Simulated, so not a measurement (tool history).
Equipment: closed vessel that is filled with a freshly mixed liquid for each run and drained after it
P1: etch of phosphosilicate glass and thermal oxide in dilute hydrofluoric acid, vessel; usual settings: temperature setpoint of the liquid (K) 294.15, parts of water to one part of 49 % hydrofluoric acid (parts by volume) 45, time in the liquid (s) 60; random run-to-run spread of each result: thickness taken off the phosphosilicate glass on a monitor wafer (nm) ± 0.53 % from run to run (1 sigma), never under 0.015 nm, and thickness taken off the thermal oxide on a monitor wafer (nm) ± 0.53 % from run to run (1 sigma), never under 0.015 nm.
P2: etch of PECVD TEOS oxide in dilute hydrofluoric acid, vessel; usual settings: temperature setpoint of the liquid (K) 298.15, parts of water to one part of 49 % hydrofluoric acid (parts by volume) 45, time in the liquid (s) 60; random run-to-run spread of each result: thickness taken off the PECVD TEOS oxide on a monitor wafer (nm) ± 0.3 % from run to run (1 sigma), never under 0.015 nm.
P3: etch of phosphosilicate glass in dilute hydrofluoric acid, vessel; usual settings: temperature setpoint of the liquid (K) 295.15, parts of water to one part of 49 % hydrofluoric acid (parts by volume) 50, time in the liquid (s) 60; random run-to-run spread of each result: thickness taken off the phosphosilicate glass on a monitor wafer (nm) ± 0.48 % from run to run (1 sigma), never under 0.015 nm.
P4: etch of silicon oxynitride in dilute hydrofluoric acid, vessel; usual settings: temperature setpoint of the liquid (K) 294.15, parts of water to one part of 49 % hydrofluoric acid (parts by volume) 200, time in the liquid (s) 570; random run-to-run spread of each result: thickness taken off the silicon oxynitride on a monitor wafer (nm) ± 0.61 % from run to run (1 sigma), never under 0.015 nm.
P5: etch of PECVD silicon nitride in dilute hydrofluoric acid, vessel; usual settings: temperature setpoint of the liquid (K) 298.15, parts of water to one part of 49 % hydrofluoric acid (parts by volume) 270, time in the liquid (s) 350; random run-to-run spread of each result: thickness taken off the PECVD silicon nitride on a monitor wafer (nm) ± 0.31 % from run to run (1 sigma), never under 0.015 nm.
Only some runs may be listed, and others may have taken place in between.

run   hour  process that ran  temperature setpoint of the liquid (K)  parts of water to one part of 49 % hydrofluoric acid (parts by volume)  time in the liquid (s)  hours since the thermometer was replaced  hours since the hydrofluoric acid flow meter was replaced  thickness taken off the phosphosilicate glass on a monitor wafer (nm)  thickness taken off the thermal oxide on a monitor wafer (nm)  thickness taken off the silicon oxynitride on a monitor wafer (nm)  thickness taken off the PECVD TEOS oxide on a monitor wafer (nm)  thickness taken off the PECVD silicon nitride on a monitor wafer (nm)
  1    4.7                P1                                  294.15                                                                      45                      60                                     419.4                                                        289                                                                 118.79                                                         5.6408
  2     10                P1                                  294.15                                                                      45                      90                                     424.7                                                      294.3                                                                 177.99                                                         8.4542
  3   13.6                P4                                  294.15                                                                      40                     570                                     428.3                                                      297.9                                                                                                                                                                                                    27.834
  4   17.7                P1                                  290.15                                                                      45                      60                                     432.4                                                        302                                                                 99.526                                                         4.6654
  5   23.2                P1                                  294.15                                                                      45                      60                                     437.9                                                      307.5                                                                 118.47                                                         5.5839
  6   28.3                P3                                  302.15                                                                      50                      60                                       443                                                      312.6                                                                 246.49
  7   33.7                P2                                  298.15                                                                      45                      60                                     448.4                                                        318                                                                                                                                                                                                                                                                      13.556
  8   36.6                P5                                  298.15                                                                     270                     100                                     451.3                                                      320.9                                                                                                                                                                                                                                                                                                                                             2.1972
  9     43                P2                                  298.15                                                                      45                      30                                     457.7                                                      327.3                                                                                                                                                                                                                                                                      6.7718
 10   47.5                P3                                  295.15                                                                      50                      90                                     462.2                                                      331.8                                                                 277.25
 11   52.4                P2                                  293.15                                                                      45                      60                                     467.1                                                      336.7                                                                                                                                                                                                                                                                       11.06
 12   57.2                P5                                  298.15                                                                     270                     350                                     471.9                                                      341.5                                                                                                                                                                                                                                                                                                                                             7.7372
 13   61.3                P2                                  298.15                                                                      45                      60                                       476                                                      345.6                                                                                                                                                                                                                                                                      13.599
 14   67.3                P1                                  294.15                                                                      45                      60                                       482                                                      351.6                                                                 118.77                                                         5.6051
 15   73.6                P1                                  294.15                                                                      25                      60                                     488.3                                                      357.9                                                                 217.77                                                         10.335
 16   76.4                P1                                  294.15                                                                      45                      60                                     491.1                                                      360.7                                                                 119.17                                                         5.5986
 17   80.2                P1                                  294.15                                                                      70                      60                                     494.9                                                      364.5                                                                 74.539                                                         3.4899
 18   85.8                P4                                  294.15                                                                     200                     850                                     500.5                                                      370.1                                                                                                                                                                                                    7.3239
 19   91.3                P3                                  295.15                                                                      50                      60                                       506                                                      375.6                                                                 184.42
 20   95.9                P1                                  294.15                                                                      45                      30                                     510.6                                                      380.2                                                                 59.464                                                         2.7967
 21   99.1                P1                                  299.15                                                                      45                      60                                     513.8                                                      383.4                                                                  146.4                                                         6.9063
 22  105.2                P3                                  295.15                                                                      20                      60                                     519.9                                                      389.5                                                                  480.2
 23  110.5                P1                                  294.15                                                                      75                     110                                     525.2                                                      394.8                                                                 126.05                                                         5.9565
 24  114.2                P1                                  294.15                                                                      45                      60                                     528.9                                                      398.5                                                                 120.05                                                         5.5923
 25  117.6                P5                                  291.15                                                                     270                     350                                     532.3                                                      401.9                                                                                                                                                                                                                                                                                                                                             4.9922
 26    123                P2                                  298.15                                                                      25                      60                                     537.7                                                      407.3                                                                                                                                                                                                                                                                      25.376
 27  128.9                P5                                  298.15                                                                     160                     350                                     543.6                                                      413.2                                                                                                                                                                                                                                                                                                                                             13.067
 28  133.3                P4                                  294.15                                                                     200                     570                                       548                                                      417.6                                                                                                                                                                                                    4.9421
 29  137.1                P5                                  298.15                                                                     270                     350                                     551.8                                                      421.4                                                                                                                                                                                                                                                                                                                                             7.7756
 30  142.3                P4                                  290.15                                                                     200                     570                                       557                                                      426.6                                                                                                                                                                                                    4.1481
 31  145.5                P1                                  294.15                                                                      45                      60                                     560.2                                                      429.8                                                                 118.75                                                         5.6201
 32  150.6                P4                                  294.15                                                                     200                     570                                     565.3                                                      434.9                                                                                                                                                                                                    4.9262
 33  155.4                P1                                  294.15                                                                      45                      60                                     570.1                                                      439.7                                                                 118.99                                                          5.645
 34  160.2                P1                                  294.15                                                                      45                      60                                     574.9                                                      444.5                                                                 122.56                                                         5.8058
 35    165                P1                                  294.15                                                                      45                      60                                     579.7                                                      449.3                                                                 123.24                                                         5.8848
 36  169.4                P1                                  294.15                                                                      45                      60                                     584.1                                                      453.7                                                                  125.1                                                         5.8442
 37  174.3                P1                                  294.15                                                                      45                      60                                       589                                                      458.6                                                                 126.09                                                         5.9632
 38  178.6                P1                                  294.15                                                                      45                      60                                     593.3                                                      462.9                                                                 126.67                                                         6.0102
 39  182.9                P1                                  294.15                                                                      45                      60                                     597.6                                                      467.2                                                                 126.83                                                         6.0186
 40    187                P1                                  294.15                                                                      45                      60                                     601.7                                                      471.3                                                                 127.26                                                         5.9857
 41  190.7                P1                                  294.15                                                                      45                      60                                     605.4                                                        475                                                                  126.7                                                         6.1209
 42  196.6                P1                                  294.15                                                                      45                      60                                     611.3                                                      480.9                                                                 127.87                                                         6.0376
 43  200.2                P1                                  294.15                                                                      45                      60                                     614.9                                                      484.5                                                                 127.38                                                         5.9982

The log shows P1 creeping away from where it was. Any of the 2 causes listed here, at the size stated for it, fits the log just as well as the others:
A: liquid hotter than its thermometer reads (K) = 1.72
B: hydrofluoric acid flow above the setpoint (%) = 7.08
The creep began at about hour 155.4.

Below are 4 check runs, each on a single wafer, with their results shown as question marks. Which of them would tell the listed causes apart, meaning the causes would give clearly different results under it?
check 1  203.8                P3                                  295.15                                                                      50                      60                                                                                                                                                                           ?
check 2  203.8                P5                                  298.15                                                                     270                     350                                                                                                                                                                                                                                                                                                                                                                                                                                                       ?
check 3  203.8                P2                                  298.15                                                                      45                      60                                                                                                                                                                                                                                                                                                                                                                                ?
check 4  203.8                P4                                  294.15                                                                     200                     570                                                                                                                                                                                                                                                                                                              ?

Predicted outcomes, by check and by cause:
  check                                                                 result    if A    if B
check 1  thickness taken off the phosphosilicate glass on a monitor wafer (nm)  198.08  198.33
check 2  thickness taken off the PECVD silicon nitride on a monitor wafer (nm)  8.6151  8.3107
check 3       thickness taken off the PECVD TEOS oxide on a monitor wafer (nm)  14.584  14.622
check 4     thickness taken off the silicon oxynitride on a monitor wafer (nm)  5.3402  5.3348
Smallest distance between any two causes, each pair judged by its most separating result, in per cent: check 1 0.13 %; check 2 3.6 %; check 3 0.26 %; check 4 0.1 %
Check 2 is the one run that separates the causes; every other check would come out nearly the same whichever cause is at work.

After running check 2, the following was obtained: thickness taken off the PECVD silicon nitride on a monitor wafer (nm) 8.28. Which cause does this point to?

B is the cause: hydrofluoric acid flow above the setpoint (%).
